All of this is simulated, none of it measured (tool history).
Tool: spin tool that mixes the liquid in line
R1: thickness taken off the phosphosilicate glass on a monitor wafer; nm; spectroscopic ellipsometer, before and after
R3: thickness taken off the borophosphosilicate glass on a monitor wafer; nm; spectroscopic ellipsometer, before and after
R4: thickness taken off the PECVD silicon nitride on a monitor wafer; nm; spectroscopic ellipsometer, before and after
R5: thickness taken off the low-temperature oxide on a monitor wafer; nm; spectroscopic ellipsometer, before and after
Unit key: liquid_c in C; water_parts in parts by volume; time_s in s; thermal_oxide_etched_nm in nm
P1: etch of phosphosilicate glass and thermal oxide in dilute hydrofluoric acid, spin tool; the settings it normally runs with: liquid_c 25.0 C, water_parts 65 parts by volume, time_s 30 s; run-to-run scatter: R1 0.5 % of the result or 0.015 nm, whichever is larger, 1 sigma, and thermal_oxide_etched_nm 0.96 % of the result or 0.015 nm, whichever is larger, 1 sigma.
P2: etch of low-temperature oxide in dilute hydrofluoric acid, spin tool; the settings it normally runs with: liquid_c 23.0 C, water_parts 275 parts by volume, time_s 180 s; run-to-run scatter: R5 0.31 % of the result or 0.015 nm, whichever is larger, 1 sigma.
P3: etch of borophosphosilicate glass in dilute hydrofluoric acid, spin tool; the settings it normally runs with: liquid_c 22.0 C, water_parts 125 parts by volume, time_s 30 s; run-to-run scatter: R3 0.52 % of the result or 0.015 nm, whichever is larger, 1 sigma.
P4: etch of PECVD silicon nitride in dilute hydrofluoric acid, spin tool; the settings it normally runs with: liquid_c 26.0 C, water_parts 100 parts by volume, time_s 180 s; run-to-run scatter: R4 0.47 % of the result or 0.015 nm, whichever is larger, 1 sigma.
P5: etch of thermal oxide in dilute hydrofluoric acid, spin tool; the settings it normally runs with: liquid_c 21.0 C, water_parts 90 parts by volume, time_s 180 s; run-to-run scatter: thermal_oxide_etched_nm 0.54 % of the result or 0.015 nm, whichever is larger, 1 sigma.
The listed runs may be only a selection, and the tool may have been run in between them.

run 1 day=0.450 | process=P1 liquid_c=25.0 water_parts=65 time_s=30 | R1=90.721 thermal_oxide_etched_nm=2.25300
run 2 day=0.867 | process=P3 liquid_c=22.0 water_parts=125 time_s=15 | R3=3.3448
run 3 day=1.196 | process=P4 liquid_c=26.0 water_parts=25 time_s=180 | R4=31.82700
run 4 day=1.450 | process=P1 liquid_c=25.0 water_parts=115 time_s=30 | R1=47.412 thermal_oxide_etched_nm=1.15680
run 5 day=1.888 | process=P1 liquid_c=25.0 water_parts=65 time_s=15 | R1=44.829 thermal_oxide_etched_nm=1.11480
run 6 day=2.367 | process=P1 liquid_c=25.0 water_parts=65 time_s=30 | R1=89.715 thermal_oxide_etched_nm=2.20290
run 7 day=2.683 | process=P4 liquid_c=26.0 water_parts=100 time_s=180 | R4=8.11690
run 8 day=3.158 | process=P1 liquid_c=25.0 water_parts=65 time_s=60 | R1=179.790 thermal_oxide_etched_nm=4.46100
run 9 day=3.642 | process=P3 liquid_c=22.0 water_parts=70 time_s=30 | R3=12.8240
run 10 day=3.967 | process=P1 liquid_c=33.0 water_parts=65 time_s=30 | R1=122.930 thermal_oxide_etched_nm=3.08130
run 11 day=4.446 | process=P2 liquid_c=23.0 water_parts=275 time_s=320 | R5=12.8610
run 12 day=4.850 | process=P1 liquid_c=25.0 water_parts=110 time_s=45 | R1=75.511 thermal_oxide_etched_nm=1.85410
run 13 day=5.304 | process=P5 liquid_c=21.0 water_parts=140 time_s=180 | thermal_oxide_etched_nm=4.90260
run 14 day=5.667 | process=P1 liquid_c=25.0 water_parts=20 time_s=30 | R1=310.070 thermal_oxide_etched_nm=7.66340
run 15 day=6.071 | process=P3 liquid_c=22.0 water_parts=125 time_s=30 | R3=6.6445
-- day=6.454 thermometer replaced
run 16 day=6.521 | process=P4 liquid_c=32.5 water_parts=100 time_s=180 | R4=12.29700
run 17 day=7.004 | process=P1 liquid_c=21.0 water_parts=65 time_s=30 | R1=76.254 thermal_oxide_etched_nm=1.85680
run 18 day=7.438 | process=P3 liquid_c=17.0 water_parts=125 time_s=30 | R3=5.4139
run 19 day=7.696 | process=P3 liquid_c=22.0 water_parts=125 time_s=30 | R3=6.7416
run 20 day=8.096 | process=P1 liquid_c=25.0 water_parts=65 time_s=30 | R1=89.343 thermal_oxide_etched_nm=2.23540
run 21 day=8.467 | process=P2 liquid_c=17.0 water_parts=275 time_s=180 | R5=5.8143
run 22 day=8.700 | process=P5 liquid_c=21.0 water_parts=90 time_s=180 | thermal_oxide_etched_nm=8.15530
run 23 day=9.054 | process=P1 liquid_c=17.5 water_parts=105 time_s=30 | R1=39.027 thermal_oxide_etched_nm=0.98747
run 24 day=9.346 | process=P2 liquid_c=23.0 water_parts=275 time_s=180 | R5=7.2671
run 25 day=9.571 | process=P1 liquid_c=25.0 water_parts=65 time_s=30 | R1=89.287 thermal_oxide_etched_nm=2.21540
run 26 day=10.042 | process=P1 liquid_c=25.0 water_parts=65 time_s=30 | R1=90.523 thermal_oxide_etched_nm=2.25050
run 27 day=10.321 | process=P2 liquid_c=23.0 water_parts=60 time_s=180 | R5=42.1500
run 28 day=10.592 | process=P4 liquid_c=26.0 water_parts=100 time_s=15 | R4=0.67808
run 29 day=10.992 | process=P5 liquid_c=21.0 water_parts=90 time_s=95 | thermal_oxide_etched_nm=4.28750
run 30 day=11.262 | process=P5 liquid_c=17.0 water_parts=90 time_s=180 | thermal_oxide_etched_nm=6.86030
run 31 day=11.658 | process=P1 liquid_c=25.0 water_parts=65 time_s=30 | R1=89.504 thermal_oxide_etched_nm=2.26170
run 32 day=12.092 | process=P1 liquid_c=25.0 water_parts=65 time_s=30 | R1=89.860 thermal_oxide_etched_nm=2.27520
run 33 day=12.567 | process=P1 liquid_c=25.0 water_parts=65 time_s=30 | R1=87.498 thermal_oxide_etched_nm=2.18120
run 34 day=13.054 | process=P1 liquid_c=25.0 water_parts=65 time_s=30 | R1=85.691 thermal_oxide_etched_nm=2.16830
run 35 day=13.542 | process=P1 liquid_c=25.0 water_parts=65 time_s=30 | R1=84.628 thermal_oxide_etched_nm=2.11840
run 36 day=13.854 | process=P1 liquid_c=25.0 water_parts=65 time_s=30 | R1=84.402 thermal_oxide_etched_nm=2.11550
run 37 day=14.100 | process=P1 liquid_c=25.0 water_parts=65 time_s=30 | R1=84.169 thermal_oxide_etched_nm=2.11540
run 38 day=14.346 | process=P1 liquid_c=25.0 water_parts=65 time_s=30 | R1=84.612 thermal_oxide_etched_nm=2.09530
run 39 day=14.604 | process=P1 liquid_c=25.0 water_parts=65 time_s=30 | R1=83.723 thermal_oxide_etched_nm=2.06690
run 40 day=14.983 | process=P1 liquid_c=25.0 water_parts=65 time_s=30 | R1=84.182 thermal_oxide_etched_nm=2.08380

The output of P1 has drifted from where it used to be. Each of the 2 causes below, taken at the size shown beside it, accounts for the log equally well:
A: hydrofluoric acid flow below the setpoint (%) = 5.7
B: liquid colder than its thermometer reads (K) = 1.58
The gradual shift began around day 12.092.

Below are 4 check runs, each on a single wafer, with their results shown as question marks. Which of them would tell the listed causes apart, meaning the causes would give clearly different results under it?
run check 1 day=15.362 | process=P2 liquid_c=23.0 water_parts=80 time_s=180 | R5=?
run check 2 day=15.362 | process=P5 liquid_c=17.0 water_parts=90 time_s=180 | thermal_oxide_etched_nm=?
run check 3 day=15.362 | process=P3 liquid_c=17.0 water_parts=125 time_s=30 | R3=?
run check 4 day=15.362 | process=P4 liquid_c=31.0 water_parts=100 time_s=90 | R4=?

If the cause were each of the candidates in turn, the checks would give the following:
check=check_1 result=R5 if_A=28.8880 if_B=28.8930
check=check_2 result=thermal_oxide_etched_nm if_A=6.46830 if_B=6.44820
check=check_3 result=R3 if_A=5.1100 if_B=5.1104
check=check_4 result=R4 if_A=5.26410 if_B=5.05900
Per check, the gap between the least separated pair of causes, taken in the result that splits them most: check 1 0.02 %; check 2 0.31 %; check 3 0.01 %; check 4 3.98 %
Check 4 is the one run that separates the causes; every other check would come out nearly the same whichever cause is at work.

Check 4 was then run and gave: R4 5.25540 nm. Which cause is it?

Of the candidate causes, it is A: hydrofluoric acid flow below the setpoint (%).
